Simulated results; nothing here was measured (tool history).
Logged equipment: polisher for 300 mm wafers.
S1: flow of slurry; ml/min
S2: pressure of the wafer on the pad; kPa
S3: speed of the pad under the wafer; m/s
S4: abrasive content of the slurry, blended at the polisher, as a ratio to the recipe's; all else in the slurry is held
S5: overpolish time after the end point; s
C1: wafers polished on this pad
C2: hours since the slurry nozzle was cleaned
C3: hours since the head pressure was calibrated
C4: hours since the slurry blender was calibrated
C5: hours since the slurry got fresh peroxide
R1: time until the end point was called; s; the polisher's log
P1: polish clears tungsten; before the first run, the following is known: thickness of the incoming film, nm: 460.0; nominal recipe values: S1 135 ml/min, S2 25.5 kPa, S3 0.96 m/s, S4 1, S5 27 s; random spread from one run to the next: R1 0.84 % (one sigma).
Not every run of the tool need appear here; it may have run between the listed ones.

| run | hour | S1 | S2 | S3 | S4 | S5 | C1 | C2 | C3 | C4 | C5 | R1 |
|---|---|---|---|---|---|---|---|---|---|---|---|---|
| 1 | 4.6 | 135 | 25.5 | 0.96 | 1 | 27 | 395 | 100.7 | 141.2 | 144.3 | 31.3 | 90.419 |
| 2 | 8.3 | 135 | 25.5 | 0.96 | 1 | 9 | 414 | 104.4 | 144.9 | 148 | 35 | 91.472 |
| 3 | 14.3 | 135 | 11.7 | 0.96 | 1 | 27 | 445 | 110.4 | 150.9 | 154 | 41 | 200.77 |
| 4 | 17.7 | 135 | 25.5 | 0.96 | 1 | 27 | 463 | 113.8 | 154.3 | 157.4 | 44.4 | 89.593 |
| 5 | 22.3 | 80 | 25.5 | 0.96 | 1 | 27 | 487 | 118.4 | 158.9 | 162 | 49 | 103.34 |
| 6 | 25.4 | 135 | 25.5 | 0.96 | 1.3 | 27 | 503 | 121.5 | 162 | 165.1 | 52.1 | 86.483 |
| 7 | 30.2 | 135 | 25.5 | 0.96 | 1 | 27 | 527 | 126.3 | 166.8 | 169.9 | 56.9 | 90.992 |
| 8 | 34.7 | 80 | 25.5 | 0.96 | 0.65 | 27 | 551 | 130.8 | 171.3 | 174.4 | 61.4 | 113.6 |
| 9 | 40.7 | 135 | 39.3 | 1.36 | 1 | 27 | 582 | 136.8 | 177.3 | 180.4 | 67.4 | 41.046 |
|  | 46.6 | slurry nozzle cleaned |
| 10 | 46.7 | 135 | 25.5 | 0.96 | 0.5 | 27 | 613 | 0.1 | 183.3 | 186.4 | 73.4 | 105.77 |
| 11 | 52.1 | 135 | 25.5 | 0.96 | 1 | 27 | 641 | 5.5 | 188.7 | 191.8 | 78.8 | 90.538 |
| 12 | 55.5 | 135 | 25.5 | 0.96 | 1 | 27 | 658 | 8.9 | 192.1 | 195.2 | 82.2 | 90.545 |
| 13 | 61.8 | 135 | 25.5 | 0.96 | 1 | 27 | 691 | 15.2 | 198.4 | 201.5 | 88.5 | 89.559 |
| 14 | 66.7 | 135 | 25.5 | 0.96 | 1 | 27 | 716 | 20.1 | 203.3 | 206.4 | 93.4 | 92.483 |
|  | 68.1 | worn pad replaced by a new one |
| 15 | 73.6 | 135 | 25.5 | 0.44 | 1 | 27 | 28 | 27 | 210.2 | 213.3 | 100.3 | 198.96 |
| 16 | 77.4 | 175 | 25.5 | 0.96 | 1 | 27 | 48 | 30.8 | 214 | 217.1 | 104.1 | 87.101 |
| 17 | 80.5 | 135 | 25.5 | 0.96 | 1 | 51 | 64 | 33.9 | 217.1 | 220.2 | 107.2 | 91.31 |
| 18 | 84.9 | 135 | 25.5 | 1.5 | 1 | 27 | 87 | 38.3 | 221.5 | 224.6 | 111.6 | 57.972 |
| 19 | 89.2 | 135 | 38.6 | 0.68 | 1 | 27 | 109 | 42.6 | 225.8 | 228.9 | 115.9 | 85.029 |
| 20 | 94.2 | 135 | 37.2 | 0.96 | 1 | 27 | 135 | 47.6 | 230.8 | 233.9 | 120.9 | 62.115 |
| 21 | 101.2 | 135 | 25.5 | 0.96 | 1 | 27 | 171 | 54.6 | 237.8 | 240.9 | 127.9 | 90.565 |
| 22 | 105 | 135 | 25.5 | 0.96 | 1 | 27 | 191 | 58.4 | 241.6 | 244.7 | 131.7 | 92.578 |
| 23 | 110.6 | 135 | 25.5 | 0.96 | 1 | 27 | 220 | 64 | 247.2 | 250.3 | 137.3 | 94.326 |
| 24 | 113.9 | 135 | 25.5 | 0.96 | 1 | 27 | 237 | 67.3 | 250.5 | 253.6 | 140.6 | 95.522 |
| 25 | 120.8 | 135 | 25.5 | 0.96 | 1 | 27 | 273 | 74.2 | 257.4 | 260.5 | 147.5 | 97.842 |
|  | 122.5 | slurry tank refilled with fresh slurry and peroxide |
|  | 123.9 | worn pad replaced by a new one |
| 26 | 127.6 | 135 | 25.5 | 0.96 | 1 | 27 | 19 | 81 | 264.2 | 267.3 | 5.1 | 98.834 |
| 27 | 134.1 | 135 | 25.5 | 0.96 | 1 | 27 | 52 | 87.5 | 270.7 | 273.8 | 11.6 | 98.939 |
|  | 136.8 | head pressure recalibrated |
| 28 | 138.4 | 135 | 25.5 | 0.96 | 1 | 27 | 75 | 91.8 | 1.6 | 278.1 | 15.9 | 99.423 |
| 29 | 143.1 | 135 | 25.5 | 0.96 | 1 | 27 | 99 | 96.5 | 6.3 | 282.8 | 20.6 | 99.49 |
| 30 | 146.2 | 135 | 25.5 | 0.96 | 1 | 27 | 115 | 99.6 | 9.4 | 285.9 | 23.7 | 100.41 |
| 31 | 152.2 | 135 | 25.5 | 0.96 | 1 | 27 | 146 | 105.6 | 15.4 | 291.9 | 29.7 | 100.37 |

Run 32 has not been measured yet. What should we expect?
| 32 | 156.1 | 135 | 25.5 | 0.96 | 1 | 27 | 166 | 109.5 | 19.3 | 295.8 | 33.6 | ? |

Run 32 gave R1 100.74 s.
